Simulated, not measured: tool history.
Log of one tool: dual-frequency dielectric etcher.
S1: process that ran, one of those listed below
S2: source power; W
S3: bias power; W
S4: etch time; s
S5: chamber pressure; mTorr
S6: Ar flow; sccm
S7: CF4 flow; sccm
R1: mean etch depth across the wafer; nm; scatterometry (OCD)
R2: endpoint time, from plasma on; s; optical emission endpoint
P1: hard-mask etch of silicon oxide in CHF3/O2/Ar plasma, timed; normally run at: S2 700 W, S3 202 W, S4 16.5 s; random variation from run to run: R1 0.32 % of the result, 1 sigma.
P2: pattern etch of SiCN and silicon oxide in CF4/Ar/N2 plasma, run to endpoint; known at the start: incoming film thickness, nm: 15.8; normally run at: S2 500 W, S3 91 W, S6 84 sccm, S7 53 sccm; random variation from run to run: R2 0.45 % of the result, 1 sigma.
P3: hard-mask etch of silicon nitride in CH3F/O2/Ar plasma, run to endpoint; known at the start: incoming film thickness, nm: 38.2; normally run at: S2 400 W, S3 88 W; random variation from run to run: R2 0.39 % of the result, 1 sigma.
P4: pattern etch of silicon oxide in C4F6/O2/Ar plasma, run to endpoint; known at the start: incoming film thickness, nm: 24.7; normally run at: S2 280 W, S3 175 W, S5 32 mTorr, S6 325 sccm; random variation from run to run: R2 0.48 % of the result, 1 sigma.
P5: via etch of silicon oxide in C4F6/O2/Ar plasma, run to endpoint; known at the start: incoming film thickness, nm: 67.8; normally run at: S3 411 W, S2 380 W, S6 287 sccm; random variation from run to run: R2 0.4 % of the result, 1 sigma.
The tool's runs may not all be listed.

run	hour	S1	S2	S3	S4	S5	S6	S7	R1	R2
1	12.5	P1	700	202	16.5				36.371	
2	29.1	P4	280	175		32	325			8.9163
3	37.9	P5	380	411			397			16.637
4	46.7	P4	280	108		32	325			10.531
5	61.7	P1	700	202	16.5				36.222	
6	74.7	P3	400	61						58.884
7	88.1	P1	700	261	16.5				39.661	
8	100.7	P4	230	175		32	325			9.739
9	115.6	P1	910	202	24.5				59.487	
10	128.6	P2	670	91			84	53		12.768
11	137	P1	560	202	16.5				33.217	
12	147.7	P1	700	202	16.5				36.354	
13	157.3	P1	700	202	12.5				27.507	
14	174.2	P4	280	175		32	325			8.9815
15	182.9	P5	380	318			287			17.603
16	198.5	P2	500	91			84	66		15.92
17	214.6	P3	400	88						51.865
18	222.8	P1	700	202	16.5				36.195	
19	237.7	P4	280	175		32	189			8.5645
20	245.6	P5	220	411			287			19.65
21	257.1	P3	470	88						48.729
22	268	P1	860	271	16.5				43.552	
23	284.5	P1	700	202	23.5				51.546	
24	298.1	P1	700	202	16.5				36.45	
25	312.2	P2	500	91			84	53		16.375
26	320.5	P5	380	411			287			16.19
27	334.8	P1	880	202	16.5				39.865	
28	352	P1	700	122	16.5				30.926	
29	363.8	P1	570	202	10				20.28	
30	380.1	P2	500	54			84	53		19.502
31	393.5	P2	500	91			55	53		15.516
32	406.8	P4	280	175		41	325			9.2688
33	418.6	P1	700	202	16.5				36.298	
34	433.2	P1	700	202	16.5				36.028	
35	445.1	P1	700	202	16.5				36.027	
36	454.4	P1	700	202	16.5				35.822	
37	466.2	P1	700	202	16.5				35.727	
# hour 469.3: wet clean of the chamber
38	475.5	P1	700	202	16.5				35.897	
39	483	P1	700	202	16.5				35.738	
40	496.4	P1	700	202	16.5				35.73	

What P1 gives has crept away from where it was. These 2 causes fit the log equally well, each at the size given:
A: source power that arrives under what is set, % = 4.08
B: bias power that arrives under what is set, % = 4.57
The creep began at about hour 418.6.
Why every other cause is out:
chamber walls in a state that lowers the etch rate, %: serviced at hour 469.3, which brought nothing back

4 check runs are offered, each on 3 wafers whose results are averaged, their results left as question marks. Which one tells the causes apart?
check 1	509.8	P4	230	175		32	201			?
check 2	509.8	P5	310	411			395			?
check 3	509.8	P3	400	66						?
check 4	509.8	P2	580	91			56	53		?

What each check would give under each cause:
check	result	if A	if B
check 1	R2	9.3876	9.3798
check 2	R2	18.296	18.328
check 3	R2	58.343	58.328
check 4	R2	14.115	13.818
How far apart the two closest causes lie, in the result that separates them most: check 1 0.08 %; check 2 0.17 %; check 3 0.03 %; check 4 2.13 %
Only check 4 tells the causes apart: in the others they would give nearly the same result.

Check 4 was then run and gave: R2 13.821 s. Which cause is it?

It is B: bias power that arrives under what is set, %.

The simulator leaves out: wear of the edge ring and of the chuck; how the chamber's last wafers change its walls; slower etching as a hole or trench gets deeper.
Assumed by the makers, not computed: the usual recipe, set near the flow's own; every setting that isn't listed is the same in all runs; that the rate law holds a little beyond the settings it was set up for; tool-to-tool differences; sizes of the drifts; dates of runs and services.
